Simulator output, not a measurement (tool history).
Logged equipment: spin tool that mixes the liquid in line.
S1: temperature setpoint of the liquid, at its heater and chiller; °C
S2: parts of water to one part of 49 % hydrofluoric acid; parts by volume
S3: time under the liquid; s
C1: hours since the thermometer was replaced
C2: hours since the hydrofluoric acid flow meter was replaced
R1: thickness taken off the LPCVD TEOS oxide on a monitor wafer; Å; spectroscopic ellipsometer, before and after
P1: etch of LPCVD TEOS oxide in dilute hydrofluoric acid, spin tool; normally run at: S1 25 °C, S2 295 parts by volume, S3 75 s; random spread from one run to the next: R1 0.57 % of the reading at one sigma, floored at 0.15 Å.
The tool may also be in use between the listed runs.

run,day,S1,S2,S3,C1,C2,R1
1,0.346,25,295,75,746.9,753.6,54.481
2,0.633,25,445,75,753.8,760.5,31.5
3,1.075,25,295,75,764.4,771.1,54.666
4,1.346,32,295,135,770.9,777.6,123.44
5,1.762,30.5,295,75,780.9,787.6,65.476
6,2.292,25,50,75,793.6,800.3,426.64
7,2.696,25,295,30,803.3,810,21.942
8,2.996,21.5,485,75,810.5,817.2,24.973
9,3.338,17,295,75,818.7,825.4,41.035
10,3.675,25,295,75,826.8,833.5,55
11,3.933,25,295,145,833,839.7,104.62
12,4.492,25,295,75,846.4,853.1,55.221
13,5.033,30.5,155,75,859.4,866.1,148.67
14,5.462,25,295,75,869.7,876.4,55.137
15,5.979,25,295,75,882.1,888.8,56.785
16,6.338,25,295,75,890.7,897.4,57.721
17,6.888,25,295,75,903.9,910.6,58.604
18,7.404,25,295,75,916.3,923,59.105
19,7.762,25,295,75,924.9,931.6,59.469
20,8.092,25,295,75,932.8,939.5,59.436
21,8.671,25,295,75,946.7,953.4,59.41
22,9.092,25,295,75,956.8,963.5,59.517
23,9.679,25,295,75,970.9,977.6,59.854
24,10.167,25,295,75,982.6,989.3,59.627

The output of P1 has drifted from where it used to be. Each of the 2 causes below, taken at the size shown beside it, accounts for the log equally well:
A: liquid hotter than its thermometer reads (K) = 2.44
B: hydrofluoric acid flow above the setpoint (%) = 6.61
At approximately day 5.462, the process output began to creep.

Which of the 4 check runs listed below, each an average over 2 wafers with its results shown as question marks, gives clearly different results under the different listed causes?
check 1,10.654,25,385,75,,,?
check 2,10.654,28,295,75,,,?
check 3,10.654,29.5,295,75,,,?
check 4,10.654,17.5,75,75,,,?

Predicted outcomes, by check and by cause:
check,result,if A,if B
check 1,R1,41.628,41.957
check 2,R1,65.62,65.883
check 3,R1,68.828,69.249
check 4,R1,224.6,217.12
How far apart the two closest causes lie, in the result that separates them most: check 1 0.79 %; check 2 0.4 %; check 3 0.61 %; check 4 3.39 %
Only check 4 tells the causes apart: in the others they would give nearly the same result.

With check 4 done, the readings were: R1 216.97 Å. Identify which of the listed causes applies.

It was cause B: hydrofluoric acid flow above the setpoint (%).
